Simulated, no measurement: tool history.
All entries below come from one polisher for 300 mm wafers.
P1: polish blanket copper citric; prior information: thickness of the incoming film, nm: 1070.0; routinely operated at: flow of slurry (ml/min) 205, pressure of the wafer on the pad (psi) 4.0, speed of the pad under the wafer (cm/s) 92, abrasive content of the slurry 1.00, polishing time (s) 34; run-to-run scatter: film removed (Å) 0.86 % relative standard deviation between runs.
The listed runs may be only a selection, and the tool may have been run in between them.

| run | day | flow of slurry (ml/min) | pressure of the wafer on the pad (psi) | speed of the pad under the wafer (cm/s) | abrasive content of the slurry | polishing time (s) | film removed (Å) |
|---|---|---|---|---|---|---|---|
| 1 | 0.417 | 205 | 4.0 | 92 | 1.00 | 34 | 804.36 |
| 2 | 0.629 | 205 | 4.0 | 92 | 1.00 | 34 | 796.43 |
| 3 | 0.917 | 205 | 4.0 | 92 | 1.00 | 34 | 808.52 |
| 4 | 1.229 | 205 | 4.0 | 92 | 0.80 | 18 | 412.44 |
| 5 | 1.467 | 205 | 4.0 | 92 | 1.00 | 34 | 806.80 |
| 6 | 1.829 | 205 | 1.9 | 92 | 1.00 | 34 | 389.81 |
| 7 | 2.108 | 125 | 4.0 | 92 | 1.00 | 34 | 745.85 |
| 8 | 2.533 | 205 | 4.0 | 46 | 1.00 | 34 | 407.59 |
| 9 | 2.967 | 205 | 4.0 | 92 | 1.45 | 34 | 875.14 |
| 10 | 3.304 | 205 | 4.0 | 92 | 1.00 | 50 | 1168.60 |
| 11 | 3.575 | 205 | 4.0 | 92 | 1.00 | 34 | 801.55 |
| 12 | 4.008 | 290 | 4.0 | 92 | 1.00 | 34 | 846.34 |
| 13 | 4.404 | 205 | 4.0 | 92 | 1.00 | 34 | 795.37 |
| 14 | 4.642 | 205 | 4.0 | 92 | 0.55 | 34 | 707.78 |
| 15 | 4.875 | 205 | 6.2 | 92 | 1.00 | 34 | 1243.00 |
| 16 | 5.242 | 205 | 4.0 | 92 | 1.00 | 19 | 449.21 |
| 17 | 5.600 | 205 | 4.0 | 118 | 1.00 | 34 | 1036.50 |
| 18 | 5.929 | 205 | 4.0 | 92 | 1.00 | 34 | 811.41 |
| 19 | 6.275 | 205 | 4.0 | 92 | 1.00 | 34 | 781.86 |
| 20 | 6.633 | 205 | 4.0 | 92 | 1.00 | 34 | 749.05 |
| 21 | 7.008 | 205 | 4.0 | 92 | 1.00 | 34 | 767.57 |
|  | 7.175 | slurry blender recalibrated |
| 22 | 7.417 | 205 | 4.0 | 92 | 1.00 | 34 | 747.02 |
|  | 7.471 | head pressure recalibrated |
| 23 | 7.821 | 205 | 4.0 | 92 | 1.00 | 34 | 750.54 |
| 24 | 8.154 | 205 | 4.0 | 92 | 1.00 | 34 | 739.15 |

What P1 gives has crept away from where it was. These 2 causes fit the log equally well, each at the size given:
A: removal rate lost through wear of the pad, % = 7.86
B: slurry flow missing at the pad, % = 39.3
Creep in the process output first set in at about day 5.929.
Each remaining cause and why it is not a fit:
head's pressure below its setpoint, %: serviced at day 7.471, which brought nothing back
abrasive missing from the slurry, %: serviced at day 7.175, which brought nothing back

Each of the check runs listed below is run on 5 wafers and reports their average, with the results left as question marks. Pick the one under which the possible causes would lead to clearly different results.
| check 1 | 8.488 | 140 | 4.0 | 92 | 0.55 | 34 | ? |
| check 2 | 8.488 | 205 | 5.9 | 92 | 0.70 | 34 | ? |
| check 3 | 8.488 | 205 | 4.0 | 92 | 1.45 | 34 | ? |
| check 4 | 8.488 | 205 | 5.3 | 92 | 1.00 | 34 | ? |

What each check would give under each cause:
| check | result | if A | if B |
|---|---|---|---|
| check 1 | film removed (Å) | 618.76 | 598.19 |
| check 2 | film removed (Å) | 1010.00 | 1010.00 |
| check 3 | film removed (Å) | 805.55 | 805.57 |
| check 4 | film removed (Å) | 979.20 | 979.22 |
How far apart the two closest causes lie, in the result that separates them most: check 1 3.38 %; check 2 0 %; check 3 0 %; check 4 0 %
Check 1 distinguishes between the causes, while the remaining checks would return nearly the same result for all of them.

The results of check 1 are: film removed (Å) 598.53. Based on these, which of the listed causes is it?

It is B: slurry flow missing at the pad, %.
